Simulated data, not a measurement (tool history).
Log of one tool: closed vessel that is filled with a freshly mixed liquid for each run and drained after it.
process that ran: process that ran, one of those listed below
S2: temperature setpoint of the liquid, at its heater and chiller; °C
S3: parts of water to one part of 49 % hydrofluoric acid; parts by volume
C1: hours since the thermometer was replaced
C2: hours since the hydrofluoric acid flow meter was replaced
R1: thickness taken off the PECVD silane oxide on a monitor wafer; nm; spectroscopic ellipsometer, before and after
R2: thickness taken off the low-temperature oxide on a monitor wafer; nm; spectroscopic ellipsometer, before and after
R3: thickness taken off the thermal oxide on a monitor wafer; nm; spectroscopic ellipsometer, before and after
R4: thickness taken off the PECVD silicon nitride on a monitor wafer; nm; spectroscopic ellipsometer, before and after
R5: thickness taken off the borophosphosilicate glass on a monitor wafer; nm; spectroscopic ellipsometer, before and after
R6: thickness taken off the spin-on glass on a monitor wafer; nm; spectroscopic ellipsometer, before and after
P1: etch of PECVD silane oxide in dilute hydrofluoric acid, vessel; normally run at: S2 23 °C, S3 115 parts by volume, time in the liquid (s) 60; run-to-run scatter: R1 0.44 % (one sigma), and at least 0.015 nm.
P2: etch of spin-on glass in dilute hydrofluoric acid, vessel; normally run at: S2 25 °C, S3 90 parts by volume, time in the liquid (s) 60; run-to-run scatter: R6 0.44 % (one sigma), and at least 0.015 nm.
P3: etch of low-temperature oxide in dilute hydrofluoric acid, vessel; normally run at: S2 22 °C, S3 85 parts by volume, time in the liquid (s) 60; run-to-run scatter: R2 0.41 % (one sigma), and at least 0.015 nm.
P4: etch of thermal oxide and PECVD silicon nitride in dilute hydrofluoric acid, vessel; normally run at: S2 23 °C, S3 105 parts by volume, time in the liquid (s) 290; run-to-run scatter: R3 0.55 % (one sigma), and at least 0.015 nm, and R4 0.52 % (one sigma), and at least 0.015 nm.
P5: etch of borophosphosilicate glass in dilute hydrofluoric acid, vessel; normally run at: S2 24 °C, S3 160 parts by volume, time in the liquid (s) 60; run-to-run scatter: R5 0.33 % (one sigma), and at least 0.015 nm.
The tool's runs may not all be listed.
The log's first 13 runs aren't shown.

Run 14, hour 59.5: process that ran P5, S2 24 °C, S3 160 parts by volume, time in the liquid (s) 30; C1 2117.6; C2 626. Result: R5 13.077 nm.
Run 15, hour 64.2: process that ran P2, S2 25 °C, S3 90 parts by volume, time in the liquid (s) 30; C1 2122.3; C2 630.7. Result: R6 13.689 nm.
Run 16, hour 68.7: process that ran P1, S2 23 °C, S3 115 parts by volume, time in the liquid (s) 30; C1 2126.8; C2 635.2. Result: R1 6.1414 nm.
Run 17, hour 71.7: process that ran P1, S2 17 °C, S3 160 parts by volume, time in the liquid (s) 60; C1 2129.8; C2 638.2. Result: R1 6.6189 nm.
Run 18, hour 74.5: process that ran P1, S2 23 °C, S3 55 parts by volume, time in the liquid (s) 60; C1 2132.6; C2 641. Result: R1 27.434 nm.
Run 19, hour 79.4: process that ran P1, S2 27 °C, S3 115 parts by volume, time in the liquid (s) 105; C1 2137.5; C2 645.9. Result: R1 25.129 nm.
Run 20, hour 82.6: process that ran P2, S2 30 °C, S3 90 parts by volume, time in the liquid (s) 60; C1 2140.7; C2 649.1. Result: R6 33.496 nm.
Run 21, hour 85.4: process that ran P3, S2 22 °C, S3 85 parts by volume, time in the liquid (s) 105; C1 2143.5; C2 651.9. Result: R2 13.462 nm.

The next listed run, before its measurement:
Run 22, hour 91: process that ran P5, S2 24 °C, S3 35 parts by volume, time in the liquid (s) 60; C1 2149.1; C2 657.5. Result: R5 ?.

R5: 139.32 nm
